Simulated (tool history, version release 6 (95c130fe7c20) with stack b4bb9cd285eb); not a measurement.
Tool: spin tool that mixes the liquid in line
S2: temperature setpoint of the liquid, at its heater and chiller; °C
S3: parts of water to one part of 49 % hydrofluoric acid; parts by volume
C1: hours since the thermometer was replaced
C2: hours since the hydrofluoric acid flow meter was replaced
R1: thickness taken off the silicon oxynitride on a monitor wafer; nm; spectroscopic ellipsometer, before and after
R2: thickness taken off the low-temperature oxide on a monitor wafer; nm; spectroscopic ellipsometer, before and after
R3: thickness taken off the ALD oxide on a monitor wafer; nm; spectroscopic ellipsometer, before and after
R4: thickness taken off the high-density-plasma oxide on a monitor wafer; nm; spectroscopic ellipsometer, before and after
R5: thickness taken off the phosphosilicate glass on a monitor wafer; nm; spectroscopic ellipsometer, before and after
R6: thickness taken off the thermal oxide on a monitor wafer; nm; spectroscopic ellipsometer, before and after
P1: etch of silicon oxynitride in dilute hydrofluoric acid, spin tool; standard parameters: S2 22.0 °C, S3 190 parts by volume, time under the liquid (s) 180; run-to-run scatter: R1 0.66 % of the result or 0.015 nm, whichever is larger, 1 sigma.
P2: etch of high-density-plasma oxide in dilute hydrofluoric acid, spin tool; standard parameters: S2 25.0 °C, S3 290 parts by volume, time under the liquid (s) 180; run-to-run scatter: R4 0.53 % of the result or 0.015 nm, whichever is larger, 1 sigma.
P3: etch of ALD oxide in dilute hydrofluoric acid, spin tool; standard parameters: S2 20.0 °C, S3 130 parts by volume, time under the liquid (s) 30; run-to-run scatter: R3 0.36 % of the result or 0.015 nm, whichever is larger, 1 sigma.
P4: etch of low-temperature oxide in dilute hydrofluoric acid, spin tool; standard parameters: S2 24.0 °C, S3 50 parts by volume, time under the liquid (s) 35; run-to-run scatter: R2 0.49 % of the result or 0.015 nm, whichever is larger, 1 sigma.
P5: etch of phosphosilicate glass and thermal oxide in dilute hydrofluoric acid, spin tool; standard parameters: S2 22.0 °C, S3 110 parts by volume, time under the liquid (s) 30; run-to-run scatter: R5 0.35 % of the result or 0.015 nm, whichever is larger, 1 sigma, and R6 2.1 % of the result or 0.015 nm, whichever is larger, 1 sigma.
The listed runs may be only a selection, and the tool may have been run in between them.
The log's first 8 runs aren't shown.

Run 9, hour 79.7: process that ran P2, S2 25.0 °C, S3 530 parts by volume, time under the liquid (s) 180; C1 787.5; C2 42.6. Result: R4 2.1367 nm.
Run 10, hour 94.5: process that ran P1, S2 28.5 °C, S3 190 parts by volume, time under the liquid (s) 180; C1 802.3; C2 57.4. Result: R1 4.73050 nm.
Run 11, hour 104.1: process that ran P3, S2 20.0 °C, S3 130 parts by volume, time under the liquid (s) 30; C1 811.9; C2 67.0. Result: R3 6.1588 nm.
Run 12, hour 112.2: process that ran P2, S2 32.0 °C, S3 290 parts by volume, time under the liquid (s) 180; C1 820.0; C2 75.1. Result: R4 6.0938 nm.
Run 13, hour 124.5: process that ran P1, S2 22.0 °C, S3 80 parts by volume, time under the liquid (s) 180; C1 832.3; C2 87.4. Result: R1 9.21830 nm.
Run 14, hour 134.5: process that ran P1, S2 22.0 °C, S3 190 parts by volume, time under the liquid (s) 180; C1 842.3; C2 97.4. Result: R1 3.60210 nm.
Run 15, hour 143.9: process that ran P5, S2 22.0 °C, S3 40 parts by volume, time under the liquid (s) 30; C1 851.7; C2 106.8. Result: R5 44.625 nm, R6 3.71090 nm.
Run 16, hour 156.5: process that ran P3, S2 20.0 °C, S3 130 parts by volume, time under the liquid (s) 15; C1 864.3; C2 119.4. Result: R3 3.0777 nm.
Run 17, hour 164.1: process that ran P5, S2 17.0 °C, S3 110 parts by volume, time under the liquid (s) 30; C1 871.9; C2 127.0. Result: R5 12.047 nm, R6 0.97867 nm.
Run 18, hour 174.6: process that ran P5, S2 22.0 °C, S3 110 parts by volume, time under the liquid (s) 30; C1 882.4; C2 137.5. Result: R5 15.008 nm, R6 1.20450 nm.
Run 19, hour 188.7: process that ran P1, S2 22.0 °C, S3 190 parts by volume, time under the liquid (s) 315; C1 896.5; C2 151.6. Result: R1 6.31480 nm.
Run 20, hour 202.9: process that ran P5, S2 22.0 °C, S3 110 parts by volume, time under the liquid (s) 45; C1 910.7; C2 165.8. Result: R5 22.360 nm, R6 1.79140 nm.
Run 21, hour 211.7: process that ran P1, S2 22.0 °C, S3 275 parts by volume, time under the liquid (s) 65; C1 919.5; C2 174.6. Result: R1 0.82499 nm.
Run 22, hour 220.7: process that ran P1, S2 17.5 °C, S3 190 parts by volume, time under the liquid (s) 180; C1 928.5; C2 183.6. Result: R1 2.85110 nm.
Run 23, hour 231.7: process that ran P2, S2 25.0 °C, S3 290 parts by volume, time under the liquid (s) 355; C1 939.5; C2 194.6. Result: R4 9.4600 nm.
Run 24, hour 245.1: process that ran P4, S2 24.0 °C, S3 50 parts by volume, time under the liquid (s) 35; C1 952.9; C2 208.0. Result: R2 25.558 nm.
Run 25, hour 252.8: process that ran P1, S2 22.0 °C, S3 190 parts by volume, time under the liquid (s) 180; C1 960.6; C2 215.7. Result: R1 3.57660 nm.
Run 26, hour 259.9: process that ran P4, S2 31.0 °C, S3 50 parts by volume, time under the liquid (s) 35; C1 967.7; C2 222.8. Result: R2 33.959 nm.
Run 27, hour 268.8: process that ran P3, S2 20.0 °C, S3 130 parts by volume, time under the liquid (s) 30; C1 976.6; C2 231.7. Result: R3 6.1315 nm.
Run 28, hour 280.5: process that ran P1, S2 22.0 °C, S3 190 parts by volume, time under the liquid (s) 180; C1 988.3; C2 243.4. Result: R1 3.62900 nm.
Run 29, hour 287.7: process that ran P1, S2 22.0 °C, S3 265 parts by volume, time under the liquid (s) 180; C1 995.5; C2 250.6. Result: R1 2.43590 nm.

Estimate the outcome of run 30 from the log above:
Run 30, hour 297.7: process that ran P2, S2 25.0 °C, S3 290 parts by volume, time under the liquid (s) 180; C1 1005.5; C2 260.6. Result: R4 ?.

R4: 4.8766 nm

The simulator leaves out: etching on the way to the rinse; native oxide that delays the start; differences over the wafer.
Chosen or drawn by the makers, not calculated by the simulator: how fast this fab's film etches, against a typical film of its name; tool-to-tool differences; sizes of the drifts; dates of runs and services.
